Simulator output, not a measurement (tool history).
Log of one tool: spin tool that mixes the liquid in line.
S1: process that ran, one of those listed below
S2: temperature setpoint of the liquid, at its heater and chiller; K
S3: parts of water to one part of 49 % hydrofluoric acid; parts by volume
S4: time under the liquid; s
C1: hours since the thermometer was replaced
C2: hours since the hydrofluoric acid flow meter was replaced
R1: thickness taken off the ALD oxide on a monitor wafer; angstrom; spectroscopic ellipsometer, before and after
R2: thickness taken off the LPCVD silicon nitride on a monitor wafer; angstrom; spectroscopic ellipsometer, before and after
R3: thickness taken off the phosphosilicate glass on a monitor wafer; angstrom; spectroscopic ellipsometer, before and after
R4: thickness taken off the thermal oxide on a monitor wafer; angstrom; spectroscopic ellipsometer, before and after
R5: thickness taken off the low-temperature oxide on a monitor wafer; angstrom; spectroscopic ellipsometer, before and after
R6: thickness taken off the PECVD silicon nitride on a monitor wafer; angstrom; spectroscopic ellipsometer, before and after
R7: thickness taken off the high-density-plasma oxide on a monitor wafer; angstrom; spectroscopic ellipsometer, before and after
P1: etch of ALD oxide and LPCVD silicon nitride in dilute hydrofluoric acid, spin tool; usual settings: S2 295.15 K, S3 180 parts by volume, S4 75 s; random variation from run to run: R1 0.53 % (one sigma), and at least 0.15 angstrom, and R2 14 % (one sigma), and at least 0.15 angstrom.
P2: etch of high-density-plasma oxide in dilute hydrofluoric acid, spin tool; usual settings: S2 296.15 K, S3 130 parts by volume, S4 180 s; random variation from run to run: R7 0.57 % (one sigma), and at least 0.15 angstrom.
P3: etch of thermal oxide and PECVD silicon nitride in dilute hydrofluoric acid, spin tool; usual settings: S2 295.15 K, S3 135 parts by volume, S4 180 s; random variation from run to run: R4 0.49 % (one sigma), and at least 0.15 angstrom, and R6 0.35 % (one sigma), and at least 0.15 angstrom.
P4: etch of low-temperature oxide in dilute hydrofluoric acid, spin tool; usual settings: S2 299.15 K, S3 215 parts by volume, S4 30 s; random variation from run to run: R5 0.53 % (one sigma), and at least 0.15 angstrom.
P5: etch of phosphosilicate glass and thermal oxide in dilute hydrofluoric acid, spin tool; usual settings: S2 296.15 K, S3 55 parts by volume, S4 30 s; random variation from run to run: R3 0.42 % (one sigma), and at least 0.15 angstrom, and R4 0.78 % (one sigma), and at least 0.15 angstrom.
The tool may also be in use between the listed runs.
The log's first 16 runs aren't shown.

| run | hour | S1 | S2 | S3 | S4 | C1 | C2 | R1 | R2 | R3 | R4 | R5 | R6 | R7 |
|---|---|---|---|---|---|---|---|---|---|---|---|---|---|---|
| 17 | 64.8 | P1 | 290.15 | 180 | 25 | 5.4 | 349.5 | 21.469 | 0.57356 |  |  |  |  |  |
| 18 | 68.9 | P1 | 295.15 | 180 | 75 | 9.5 | 353.6 | 77.264 | 1.9379 |  |  |  |  |  |
| 19 | 72.8 | P2 | 296.15 | 130 | 180 | 13.4 | 357.5 |  |  |  |  |  |  | 70.996 |
| 20 | 77.8 | P5 | 302.15 | 55 | 30 | 18.4 | 362.5 |  |  | 664.84 | 33.929 |  |  |  |
| 21 | 82.5 | P1 | 295.15 | 180 | 145 | 23.1 | 367.2 | 148.42 | 3.8861 |  |  |  |  |  |
| 22 | 87.9 | P3 | 295.15 | 135 | 80 | 28.5 | 372.6 |  |  |  | 24.849 |  | 25.95 |  |
| 23 | 93.1 | P1 | 301.65 | 180 | 75 | 33.7 | 377.8 | 98.256 | 2.5947 |  |  |  |  |  |
| 24 | 96.4 | P1 | 295.15 | 180 | 75 | 37 | 381.1 | 77.865 | 1.9432 |  |  |  |  |  |
| 25 | 101.3 | P1 | 295.15 | 100 | 75 | 41.9 | 386 | 152.27 | 3.9951 |  |  |  |  |  |
| 26 | 106.7 | P4 | 306.65 | 215 | 30 | 47.3 | 391.4 |  |  |  |  | 60.31 |  |  |
| 27 | 111.1 | P5 | 296.15 | 55 | 50 | 51.7 | 395.8 |  |  | 873.54 | 45.193 |  |  |  |
| 28 | 115.6 | P2 | 296.15 | 55 | 180 | 56.2 | 400.3 |  |  |  |  |  |  | 184.64 |
| 29 | 121.2 | P1 | 295.15 | 180 | 75 | 61.8 | 405.9 | 77.376 | 2.2245 |  |  |  |  |  |
| 30 | 125.8 | P2 | 296.15 | 130 | 180 | 66.4 | 410.5 |  |  |  |  |  |  | 70.013 |
| 31 | 128.6 | P2 | 296.15 | 130 | 45 | 69.2 | 413.3 |  |  |  |  |  |  | 17.711 |
| 32 | 132.7 | P1 | 295.15 | 180 | 75 | 73.3 | 417.4 | 76.973 | 1.877 |  |  |  |  |  |
| 33 | 136.9 | P1 | 295.15 | 180 | 75 | 77.5 | 421.6 | 76.115 | 1.9846 |  |  |  |  |  |
| 34 | 142.1 | P1 | 295.15 | 180 | 75 | 82.7 | 426.8 | 74.484 | 1.943 |  |  |  |  |  |
| 35 | 146.3 | P1 | 295.15 | 180 | 75 | 86.9 | 431 | 73.626 | 1.8053 |  |  |  |  |  |
| 36 | 148.8 | P1 | 295.15 | 180 | 75 | 89.4 | 433.5 | 74.179 | 1.4992 |  |  |  |  |  |
| 37 | 154.5 | P1 | 295.15 | 180 | 75 | 95.1 | 439.2 | 73.777 | 1.4165 |  |  |  |  |  |

Forecast run 38:
| 38 | 158.7 | P1 | 295.15 | 180 | 75 | 99.3 | 443.4 | ? | ? |  |  |  |  |  |

R1: 73.374 angstrom
R2: 1.7882 angstrom
